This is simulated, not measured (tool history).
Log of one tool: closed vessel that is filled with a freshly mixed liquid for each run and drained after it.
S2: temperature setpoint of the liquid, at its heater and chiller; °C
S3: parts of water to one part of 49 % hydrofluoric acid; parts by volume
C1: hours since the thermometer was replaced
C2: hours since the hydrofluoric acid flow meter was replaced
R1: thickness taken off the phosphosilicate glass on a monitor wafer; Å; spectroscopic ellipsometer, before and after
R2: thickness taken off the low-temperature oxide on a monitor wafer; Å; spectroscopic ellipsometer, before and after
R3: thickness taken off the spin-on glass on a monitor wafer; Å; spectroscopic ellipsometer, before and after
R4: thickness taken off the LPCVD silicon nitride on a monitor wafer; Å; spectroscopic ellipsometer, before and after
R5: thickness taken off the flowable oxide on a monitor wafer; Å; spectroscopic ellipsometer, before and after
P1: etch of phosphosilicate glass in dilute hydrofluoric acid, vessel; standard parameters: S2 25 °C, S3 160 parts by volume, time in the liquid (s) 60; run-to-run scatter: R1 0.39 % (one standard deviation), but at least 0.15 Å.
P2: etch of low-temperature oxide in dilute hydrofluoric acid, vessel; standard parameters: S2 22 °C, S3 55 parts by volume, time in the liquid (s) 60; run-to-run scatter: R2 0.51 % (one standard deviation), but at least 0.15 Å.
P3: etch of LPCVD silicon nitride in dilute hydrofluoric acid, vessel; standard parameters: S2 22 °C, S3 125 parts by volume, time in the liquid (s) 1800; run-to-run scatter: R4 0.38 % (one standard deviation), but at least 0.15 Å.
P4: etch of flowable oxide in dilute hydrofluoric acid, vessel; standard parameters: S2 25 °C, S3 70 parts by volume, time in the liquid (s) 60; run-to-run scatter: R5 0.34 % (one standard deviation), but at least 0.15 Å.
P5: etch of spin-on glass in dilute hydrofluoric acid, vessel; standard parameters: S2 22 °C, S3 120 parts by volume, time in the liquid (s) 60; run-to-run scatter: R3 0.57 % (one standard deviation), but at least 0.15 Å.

run 1 hour=4.5 | process_that_ran=P1 S2=25 S3=160 time_in_the_liquid_(s)=60 | C1=1555.1 C2=1429 | R1=388.47
run 2 hour=8.1 | process_that_ran=P2 S2=22 S3=85 time_in_the_liquid_(s)=60 | C1=1558.7 C2=1432.6 | R2=218.2
run 3 hour=10.8 | process_that_ran=P1 S2=25 S3=60 time_in_the_liquid_(s)=30 | C1=1561.4 C2=1435.3 | R1=587.43
run 4 hour=15.3 | process_that_ran=P1 S2=20.5 S3=220 time_in_the_liquid_(s)=60 | C1=1565.9 C2=1439.8 | R1=224.58
run 5 hour=18.5 | process_that_ran=P1 S2=31.5 S3=160 time_in_the_liquid_(s)=60 | C1=1569.1 C2=1443 | R1=491.47
run 6 hour=21.4 | process_that_ran=P1 S2=25 S3=275 time_in_the_liquid_(s)=60 | C1=1572 C2=1445.9 | R1=198.22
run 7 hour=23.8 | process_that_ran=P1 S2=25 S3=160 time_in_the_liquid_(s)=60 | C1=1574.4 C2=1448.3 | R1=385.37
run 8 hour=26.6 | process_that_ran=P5 S2=22 S3=120 time_in_the_liquid_(s)=95 | C1=1577.2 C2=1451.1 | R3=158.67
run 9 hour=30.7 | process_that_ran=P3 S2=22 S3=210 time_in_the_liquid_(s)=1800 | C1=1581.3 C2=1455.2 | R4=40.848
run 10 hour=33.4 | process_that_ran=P2 S2=22 S3=55 time_in_the_liquid_(s)=105 | C1=1584 C2=1457.9 | R2=609.53
run 11 hour=35.9 | process_that_ran=P3 S2=22 S3=125 time_in_the_liquid_(s)=1800 | C1=1586.5 C2=1460.4 | R4=67.841
run 12 hour=38.4 | process_that_ran=P1 S2=25 S3=160 time_in_the_liquid_(s)=35 | C1=1589 C2=1462.9 | R1=225.96
run 13 hour=40.8 | process_that_ran=P5 S2=29 S3=120 time_in_the_liquid_(s)=60 | C1=1591.4 C2=1465.3 | R3=130.99
run 14 hour=43.9 | process_that_ran=P2 S2=25.5 S3=55 time_in_the_liquid_(s)=60 | C1=1594.5 C2=1468.4 | R2=402.28
run 15 hour=48.5 | process_that_ran=P4 S2=31.5 S3=70 time_in_the_liquid_(s)=60 | C1=1599.1 C2=1473 | R5=449.81
run 16 hour=51.9 | process_that_ran=P5 S2=22 S3=120 time_in_the_liquid_(s)=60 | C1=1602.5 C2=1476.4 | R3=99.988
run 17 hour=54.7 | process_that_ran=P4 S2=25 S3=70 time_in_the_liquid_(s)=95 | C1=1605.3 C2=1479.2 | R5=553.26
run 18 hour=57.4 | process_that_ran=P1 S2=25 S3=160 time_in_the_liquid_(s)=60 | C1=1608 C2=1481.9 | R1=386.42
run 19 hour=59.8 | process_that_ran=P1 S2=25 S3=160 time_in_the_liquid_(s)=85 | C1=1610.4 C2=1484.3 | R1=549.67
run 20 hour=64.2 | process_that_ran=P1 S2=25 S3=65 time_in_the_liquid_(s)=60 | C1=1614.8 C2=1488.7 | R1=1064.9
run 21 hour=66.7 | process_that_ran=P1 S2=18 S3=160 time_in_the_liquid_(s)=60 | C1=1617.3 C2=1491.2 | R1=294.92
run 22 hour=69.2 | process_that_ran=P3 S2=17 S3=125 time_in_the_liquid_(s)=1800 | C1=1619.8 C2=1493.7 | R4=48.301
run 23 hour=73.1 | process_that_ran=P5 S2=22 S3=210 time_in_the_liquid_(s)=60 | C1=1623.7 C2=1497.6 | R3=51.191
run 24 hour=77.3 | process_that_ran=P1 S2=20.5 S3=160 time_in_the_liquid_(s)=85 | C1=1627.9 C2=1501.8 | R1=462.27
run 25 hour=81.7 | process_that_ran=P3 S2=22 S3=125 time_in_the_liquid_(s)=3565 | C1=1632.3 C2=1506.2 | R4=134.99
run 26 hour=84.7 | process_that_ran=P4 S2=25 S3=120 time_in_the_liquid_(s)=60 | C1=1635.3 C2=1509.2 | R5=188.82
run 27 hour=88.7 | process_that_ran=P4 S2=25 S3=70 time_in_the_liquid_(s)=60 | C1=1639.3 C2=1513.2 | R5=347.72
run 28 hour=93.3 | process_that_ran=P1 S2=25 S3=160 time_in_the_liquid_(s)=60 | C1=1643.9 C2=1517.8 | R1=388.8
run 29 hour=97.9 | process_that_ran=P2 S2=22 S3=55 time_in_the_liquid_(s)=60 | C1=1648.5 C2=1522.4 | R2=351.21
run 30 hour=101.9 | process_that_ran=P1 S2=25 S3=160 time_in_the_liquid_(s)=60 | C1=1652.5 C2=1526.4 | R1=390.71
run 31 hour=105.4 | process_that_ran=P1 S2=25 S3=160 time_in_the_liquid_(s)=60 | C1=1656 C2=1529.9 | R1=379.47
run 32 hour=107.7 | process_that_ran=P1 S2=25 S3=160 time_in_the_liquid_(s)=60 | C1=1658.3 C2=1532.2 | R1=373.89
run 33 hour=111.7 | process_that_ran=P1 S2=25 S3=160 time_in_the_liquid_(s)=60 | C1=1662.3 C2=1536.2 | R1=372.91
run 34 hour=114 | process_that_ran=P1 S2=25 S3=160 time_in_the_liquid_(s)=60 | C1=1664.6 C2=1538.5 | R1=368.02
run 35 hour=118.4 | process_that_ran=P1 S2=25 S3=160 time_in_the_liquid_(s)=60 | C1=1669 C2=1542.9 | R1=368.18
run 36 hour=120.8 | process_that_ran=P1 S2=25 S3=160 time_in_the_liquid_(s)=60 | C1=1671.4 C2=1545.3 | R1=365.75
run 37 hour=125.3 | process_that_ran=P1 S2=25 S3=160 time_in_the_liquid_(s)=60 | C1=1675.9 C2=1549.8 | R1=366.94
run 38 hour=128.5 | process_that_ran=P1 S2=25 S3=160 time_in_the_liquid_(s)=60 | C1=1679.1 C2=1553 | R1=366.81
run 39 hour=132.6 | process_that_ran=P1 S2=25 S3=160 time_in_the_liquid_(s)=60 | C1=1683.2 C2=1557.1 | R1=365.49

The log shows P1 creeping away from where it was. Any of the 2 causes listed here, at the size stated for it, fits the log just as well as the others:
A: hydrofluoric acid flow below the setpoint (%) = 4.91
B: liquid colder than its thermometer reads (K) = 1.58
The creep began at about hour 101.9.

Question marks stand in for the results of the 4 check runs listed below, each run on one wafer. Under which run would the listed causes show clearly different results?
run check 1 hour=136.7 | process_that_ran=P3 S2=22 S3=205 time_in_the_liquid_(s)=1800 | R4=?
run check 2 hour=136.7 | process_that_ran=P5 S2=22 S3=120 time_in_the_liquid_(s)=80 | R3=?
run check 3 hour=136.7 | process_that_ran=P4 S2=31.5 S3=70 time_in_the_liquid_(s)=95 | R5=?
run check 4 hour=136.7 | process_that_ran=P2 S2=22 S3=85 time_in_the_liquid_(s)=60 | R2=?

What each check would give under each cause:
check=check_1 result=R4 if_A=39.789 if_B=37.736
check=check_2 result=R3 if_A=125.74 if_B=124.99
check=check_3 result=R5 if_A=672.14 if_B=669.02
check=check_4 result=R2 if_A=206.24 if_B=204.34
Minimum pairwise separation of causes per check, each pair taken at its best-separating result: check 1 5.3 %; check 2 0.6 %; check 3 0.47 %; check 4 0.92 %
The causes can be told apart only by check 1. The other checks would give nearly the same results under each of them.

After running check 1, the following was obtained: R4 39.596 Å. Which cause does this point to?

Of the candidate causes, it is A: hydrofluoric acid flow below the setpoint (%).
